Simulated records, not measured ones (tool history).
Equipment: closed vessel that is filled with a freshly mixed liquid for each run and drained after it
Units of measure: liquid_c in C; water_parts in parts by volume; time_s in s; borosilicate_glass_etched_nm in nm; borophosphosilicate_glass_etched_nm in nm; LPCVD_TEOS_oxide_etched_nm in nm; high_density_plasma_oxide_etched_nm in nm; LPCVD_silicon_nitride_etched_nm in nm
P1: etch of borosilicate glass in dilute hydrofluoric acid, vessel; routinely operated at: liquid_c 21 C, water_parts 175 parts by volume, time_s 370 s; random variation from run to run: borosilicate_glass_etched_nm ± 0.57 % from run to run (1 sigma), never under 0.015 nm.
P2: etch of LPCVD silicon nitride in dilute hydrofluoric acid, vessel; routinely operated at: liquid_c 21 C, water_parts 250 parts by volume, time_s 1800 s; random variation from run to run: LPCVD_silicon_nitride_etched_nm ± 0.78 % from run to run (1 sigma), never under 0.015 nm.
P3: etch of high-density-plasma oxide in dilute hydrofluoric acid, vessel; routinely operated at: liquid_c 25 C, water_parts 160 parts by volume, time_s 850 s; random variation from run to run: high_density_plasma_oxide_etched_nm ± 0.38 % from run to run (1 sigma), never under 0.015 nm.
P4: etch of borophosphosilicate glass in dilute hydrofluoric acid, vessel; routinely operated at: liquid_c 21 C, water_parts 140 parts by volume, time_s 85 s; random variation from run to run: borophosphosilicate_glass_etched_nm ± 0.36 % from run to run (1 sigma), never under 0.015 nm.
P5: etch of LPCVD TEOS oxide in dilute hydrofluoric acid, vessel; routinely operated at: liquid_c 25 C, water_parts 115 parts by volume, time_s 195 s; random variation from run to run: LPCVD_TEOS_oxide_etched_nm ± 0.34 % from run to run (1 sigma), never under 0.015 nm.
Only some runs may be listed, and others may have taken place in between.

run,hour,process,liquid_c,water_parts,time_s,borosilicate_glass_etched_nm,borophosphosilicate_glass_etched_nm,LPCVD_TEOS_oxide_etched_nm,high_density_plasma_oxide_etched_nm,LPCVD_silicon_nitride_etched_nm
1,6,P1,21,175,370,46.966,,,,
2,13.2,P4,21,140,35,,7.9593,,,
3,18.6,P5,25,115,30,,,7.2061,,
4,23.2,P1,21,175,50,6.3106,,,,
5,29.1,P3,17,160,850,,,,39.153,
6,32.8,P3,25,160,1360,,,,85.538,
7,37.6,P2,21,145,1800,,,,,5.1401
8,43.3,P1,27,175,370,57.953,,,,
9,50.2,P1,21,275,370,27.022,,,,
10,54.1,P5,25,115,195,,,46.926,,
11,59.3,P4,21,140,85,,19.136,,,
12,64.3,P1,21,175,580,72.795,,,,
13,72.6,P2,21,250,3435,,,,,5.8506
14,78.6,P2,17,250,1800,,,,,2.4023
15,83.3,P3,25,160,850,,,,53.679,
# hour 88.8: hydrofluoric acid flow meter replaced
16,91.9,P1,21,175,370,46.759,,,,
17,99.5,P4,21,140,85,,19.348,,,
18,105.5,P1,21,175,370,46.873,,,,
19,111.8,P3,25,90,850,,,,104.08,
# hour 114.5: thermometer replaced
20,119.2,P5,33,115,195,,,63.276,,
21,124.9,P4,27,140,85,,24.112,,,
22,131.4,P1,21,75,370,121.86,,,,
23,136.9,P1,24.5,70,370,151.27,,,,
24,143.9,P3,25,160,850,,,,53.651,
25,149.5,P5,25,215,195,,,22.316,,
26,155,P2,21,250,1800,,,,,3.0982
27,161,P1,28.5,175,105,17.701,,,,
28,168.1,P1,17,175,370,39.444,,,,

Estimate the outcome of run 29 from the log above:
29,176.2,P1,21,175,370,?,,,,

{"run 29": {"borosilicate_glass_etched_nm": 46.786}}
